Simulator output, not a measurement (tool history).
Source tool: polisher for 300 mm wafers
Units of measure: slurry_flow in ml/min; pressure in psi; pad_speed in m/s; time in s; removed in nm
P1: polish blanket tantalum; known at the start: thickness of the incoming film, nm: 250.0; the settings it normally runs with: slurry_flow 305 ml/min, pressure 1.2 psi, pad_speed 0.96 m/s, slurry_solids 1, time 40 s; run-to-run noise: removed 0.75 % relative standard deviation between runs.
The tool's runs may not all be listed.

{"run": 1, "hour": 13.2, "slurry_flow": 305, "pressure": 1.2, "pad_speed": 0.96, "slurry_solids": 1, "time": 40, "removed": 40.908}
{"run": 2, "hour": 30.2, "slurry_flow": 305, "pressure": 1.2, "pad_speed": 0.96, "slurry_solids": 0.5, "time": 40, "removed": 31.59}
{"run": 3, "hour": 42.7, "slurry_flow": 305, "pressure": 1.2, "pad_speed": 0.96, "slurry_solids": 1, "time": 40, "removed": 40.907}
{"run": 4, "hour": 56.6, "slurry_flow": 185, "pressure": 1.2, "pad_speed": 0.96, "slurry_solids": 1, "time": 40, "removed": 38.62}
{"run": 5, "hour": 71.3, "slurry_flow": 305, "pressure": 1.2, "pad_speed": 0.96, "slurry_solids": 1, "time": 21, "removed": 21.09}
{"run": 6, "hour": 81.1, "slurry_flow": 305, "pressure": 1.2, "pad_speed": 1.22, "slurry_solids": 1, "time": 40, "removed": 52.116}
{"run": 7, "hour": 91.7, "slurry_flow": 305, "pressure": 1.2, "pad_speed": 0.96, "slurry_solids": 1, "time": 40, "removed": 41.405}
{"run": 8, "hour": 104.3, "slurry_flow": 305, "pressure": 1.2, "pad_speed": 0.96, "slurry_solids": 1, "time": 56, "removed": 56.765}
{"run": 9, "hour": 114.8, "slurry_flow": 305, "pressure": 1.7, "pad_speed": 0.96, "slurry_solids": 1, "time": 40, "removed": 58.223}
{"run": 10, "hour": 132.7, "slurry_flow": 305, "pressure": 0.9, "pad_speed": 0.96, "slurry_solids": 1, "time": 40, "removed": 30.244}
{"run": 11, "hour": 145.3, "slurry_flow": 455, "pressure": 1.2, "pad_speed": 0.96, "slurry_solids": 1, "time": 61, "removed": 63.741}
{"run": 12, "hour": 153.7, "slurry_flow": 475, "pressure": 1.2, "pad_speed": 0.96, "slurry_solids": 1, "time": 40, "removed": 42.187}
{"run": 13, "hour": 162.9, "slurry_flow": 305, "pressure": 1.2, "pad_speed": 0.96, "slurry_solids": 1, "time": 40, "removed": 40.809}
{"run": 14, "hour": 172.4, "slurry_flow": 305, "pressure": 1.2, "pad_speed": 0.44, "slurry_solids": 1, "time": 40, "removed": 18.717}
{"hour": 172.7, "done": "slurry blender recalibrated"}
{"run": 15, "hour": 183.2, "slurry_flow": 305, "pressure": 1.8, "pad_speed": 0.96, "slurry_solids": 1, "time": 29, "removed": 44.38}
{"run": 16, "hour": 193.9, "slurry_flow": 305, "pressure": 1.2, "pad_speed": 0.96, "slurry_solids": 1.2, "time": 40, "removed": 42.766}
{"run": 17, "hour": 203.1, "slurry_flow": 305, "pressure": 1.2, "pad_speed": 0.96, "slurry_solids": 1, "time": 40, "removed": 41.043}

For run 18, what comes out?
{"run": 18, "hour": 221.0, "slurry_flow": 305, "pressure": 1.2, "pad_speed": 0.96, "slurry_solids": 1, "time": 40, "removed": "?"}

removed: 39.853 nm
